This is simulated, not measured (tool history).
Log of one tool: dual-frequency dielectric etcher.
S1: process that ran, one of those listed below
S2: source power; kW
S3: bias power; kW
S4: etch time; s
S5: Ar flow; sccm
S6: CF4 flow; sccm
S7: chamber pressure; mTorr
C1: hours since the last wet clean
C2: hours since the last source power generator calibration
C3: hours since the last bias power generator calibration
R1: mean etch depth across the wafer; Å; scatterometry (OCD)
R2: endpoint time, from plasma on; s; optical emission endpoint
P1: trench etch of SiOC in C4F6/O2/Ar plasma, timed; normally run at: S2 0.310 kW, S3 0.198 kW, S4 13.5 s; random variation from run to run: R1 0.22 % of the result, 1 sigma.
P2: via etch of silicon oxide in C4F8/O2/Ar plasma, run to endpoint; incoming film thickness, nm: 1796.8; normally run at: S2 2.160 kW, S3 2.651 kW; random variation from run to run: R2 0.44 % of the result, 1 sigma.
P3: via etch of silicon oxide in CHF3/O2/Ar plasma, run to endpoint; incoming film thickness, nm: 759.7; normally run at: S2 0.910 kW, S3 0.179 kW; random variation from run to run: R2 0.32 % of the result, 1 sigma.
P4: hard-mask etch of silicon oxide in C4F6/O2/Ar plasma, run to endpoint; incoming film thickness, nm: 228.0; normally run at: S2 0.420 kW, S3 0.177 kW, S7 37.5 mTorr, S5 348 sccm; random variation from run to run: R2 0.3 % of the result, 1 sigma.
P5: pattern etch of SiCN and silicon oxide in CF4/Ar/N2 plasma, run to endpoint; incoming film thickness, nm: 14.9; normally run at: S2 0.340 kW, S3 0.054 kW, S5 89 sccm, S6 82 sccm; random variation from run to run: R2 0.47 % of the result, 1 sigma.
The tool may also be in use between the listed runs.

run 1 hour=7.3 | S1=P1 S2=0.310 S3=0.198 S4=13.5 | C1=110.0 C2=2263.7 C3=1013.3 | R1=265.63
run 2 hour=14.8 | S1=P5 S2=0.340 S3=0.031 S5=89 S6=82 | C1=117.5 C2=2271.2 C3=1020.8 | R2=27.655
run 3 hour=19.0 | S1=P1 S2=0.310 S3=0.198 S4=13.5 | C1=121.7 C2=2275.4 C3=1025.0 | R1=265.95
run 4 hour=23.2 | S1=P3 S2=0.910 S3=0.233 | C1=125.9 C2=2279.6 C3=1029.2 | R2=307.880
run 5 hour=32.1 | S1=P5 S2=0.340 S3=0.054 S5=56 S6=82 | C1=134.8 C2=2288.5 C3=1038.1 | R2=21.988
run 6 hour=36.3 | S1=P1 S2=0.310 S3=0.198 S4=13.5 | C1=139.0 C2=2292.7 C3=1042.3 | R1=265.35
run 7 hour=42.2 | S1=P1 S2=0.310 S3=0.256 S4=13.5 | C1=144.9 C2=2298.6 C3=1048.2 | R1=289.86
run 8 hour=46.8 | S1=P5 S2=0.340 S3=0.054 S5=89 S6=57 | C1=149.5 C2=2303.2 C3=1052.8 | R2=24.922
run 9 hour=53.0 | S1=P4 S2=0.560 S3=0.177 S5=348 S7=37.5 | C1=155.7 C2=2309.4 C3=1059.0 | R2=65.181
run 10 hour=58.6 | S1=P1 S2=0.310 S3=0.198 S4=19.0 | C1=161.3 C2=2315.0 C3=1064.6 | R1=374.95
run 11 hour=64.3 | S1=P4 S2=0.420 S3=0.177 S5=482 S7=37.5 | C1=167.0 C2=2320.7 C3=1070.3 | R2=75.813
run 12 hour=72.5 | S1=P5 S2=0.340 S3=0.054 S5=89 S6=82 | C1=175.2 C2=2328.9 C3=1078.5 | R2=23.324
run 13 hour=77.3 | S1=P4 S2=0.420 S3=0.177 S5=348 S7=51.0 | C1=180.0 C2=2333.7 C3=1083.3 | R2=75.722
-- hour=77.7 source power generator calibrated
run 14 hour=85.4 | S1=P2 S2=1.550 S3=2.651 | C1=188.1 C2=7.7 C3=1091.4 | R2=357.410
run 15 hour=93.0 | S1=P5 S2=0.340 S3=0.054 S5=89 S6=82 | C1=195.7 C2=15.3 C3=1099.0 | R2=23.501
run 16 hour=99.3 | S1=P2 S2=2.160 S3=1.600 | C1=202.0 C2=21.6 C3=1105.3 | R2=362.410
run 17 hour=103.4 | S1=P3 S2=0.910 S3=0.179 | C1=206.1 C2=25.7 C3=1109.4 | R2=336.170
run 18 hour=111.5 | S1=P2 S2=2.160 S3=2.651 | C1=214.2 C2=33.8 C3=1117.5 | R2=312.440
run 19 hour=116.2 | S1=P3 S2=0.550 S3=0.179 | C1=218.9 C2=38.5 C3=1122.2 | R2=409.550
run 20 hour=124.5 | S1=P1 S2=0.200 S3=0.198 S4=13.5 | C1=227.2 C2=46.8 C3=1130.5 | R1=224.34
run 21 hour=129.3 | S1=P1 S2=0.310 S3=0.131 S4=13.5 | C1=232.0 C2=51.6 C3=1135.3 | R1=234.02
run 22 hour=137.5 | S1=P3 S2=0.910 S3=0.179 | C1=240.2 C2=59.8 C3=1143.5 | R2=336.630
run 23 hour=142.2 | S1=P4 S2=0.420 S3=0.177 S5=348 S7=37.5 | C1=244.9 C2=64.5 C3=1148.2 | R2=72.848
run 24 hour=148.0 | S1=P1 S2=0.310 S3=0.198 S4=10.0 | C1=250.7 C2=70.3 C3=1154.0 | R1=197.39
run 25 hour=156.0 | S1=P1 S2=0.310 S3=0.198 S4=13.5 | C1=258.7 C2=78.3 C3=1162.0 | R1=265.76
run 26 hour=163.7 | S1=P5 S2=0.240 S3=0.054 S5=89 S6=82 | C1=266.4 C2=86.0 C3=1169.7 | R2=31.965
run 27 hour=168.6 | S1=P4 S2=0.420 S3=0.127 S5=348 S7=37.5 | C1=271.3 C2=90.9 C3=1174.6 | R2=80.847
run 28 hour=175.2 | S1=P1 S2=0.310 S3=0.198 S4=13.5 | C1=277.9 C2=97.5 C3=1181.2 | R1=266.19
run 29 hour=182.8 | S1=P1 S2=0.310 S3=0.128 S4=9.5 | C1=285.5 C2=105.1 C3=1188.8 | R1=163.57
run 30 hour=188.6 | S1=P2 S2=2.160 S3=2.651 | C1=291.3 C2=110.9 C3=1194.6 | R2=314.320
run 31 hour=197.0 | S1=P1 S2=0.390 S3=0.256 S4=13.5 | C1=299.7 C2=119.3 C3=1203.0 | R1=317.03
run 32 hour=205.6 | S1=P1 S2=0.420 S3=0.198 S4=13.5 | C1=308.3 C2=127.9 C3=1211.6 | R1=299.50
run 33 hour=214.4 | S1=P1 S2=0.240 S3=0.198 S4=10.5 | C1=317.1 C2=136.7 C3=1220.4 | R1=187.65
run 34 hour=222.6 | S1=P1 S2=0.310 S3=0.198 S4=13.5 | C1=325.3 C2=144.9 C3=1228.6 | R1=265.90
run 35 hour=231.3 | S1=P1 S2=0.310 S3=0.198 S4=13.5 | C1=334.0 C2=153.6 C3=1237.3 | R1=267.78
run 36 hour=236.1 | S1=P1 S2=0.310 S3=0.198 S4=13.5 | C1=338.8 C2=158.4 C3=1242.1 | R1=268.61
-- hour=239.4 wet clean of the chamber
run 37 hour=245.2 | S1=P1 S2=0.310 S3=0.198 S4=13.5 | C1=5.9 C2=167.5 C3=1251.2 | R1=268.90
run 38 hour=250.3 | S1=P1 S2=0.310 S3=0.198 S4=13.5 | C1=11.0 C2=172.6 C3=1256.3 | R1=270.02
run 39 hour=256.2 | S1=P1 S2=0.310 S3=0.198 S4=13.5 | C1=16.9 C2=178.5 C3=1262.2 | R1=269.67
run 40 hour=264.5 | S1=P1 S2=0.310 S3=0.198 S4=13.5 | C1=25.2 C2=186.8 C3=1270.5 | R1=270.58

What P1 gives has crept away from where it was. These 2 causes fit the log equally well, each at the size given:
A: source power that arrives over what is set, % = 3.62
B: bias power that arrives over what is set, % = 4.24
The creep began at about hour 222.6.
Why every other cause is out:
chamber walls in a state that raises the etch rate, %: serviced at hour 239.4, which brought nothing back

4 check runs are offered, each on 3 wafers whose results are averaged, their results left as question marks. Which one tells the causes apart?
run check 1 hour=272.8 | S1=P5 S2=0.340 S3=0.033 S5=89 S6=82 | R2=?
run check 2 hour=272.8 | S1=P2 S2=1.830 S3=1.906 | R2=?
run check 3 hour=272.8 | S1=P3 S2=0.590 S3=0.231 | R2=?
run check 4 hour=272.8 | S1=P4 S2=0.560 S3=0.151 S5=348 S7=37.5 | R2=?

What each check would give under each cause:
check=check_1 result=R2 if_A=26.240 if_B=26.795
check=check_2 result=R2 if_A=366.130 if_B=366.990
check=check_3 result=R2 if_A=358.090 if_B=357.630
check=check_4 result=R2 if_A=67.510 if_B=67.631
How far apart the two closest causes lie, in the result that separates them most: check 1 2.09 %; check 2 0.23 %; check 3 0.13 %; check 4 0.18 %
Only check 1 tells the causes apart: in the others they would give nearly the same result.

Check 1 was then run and gave: R2 26.823 s. Which cause is it?

It is B: bias power that arrives over what is set, %.
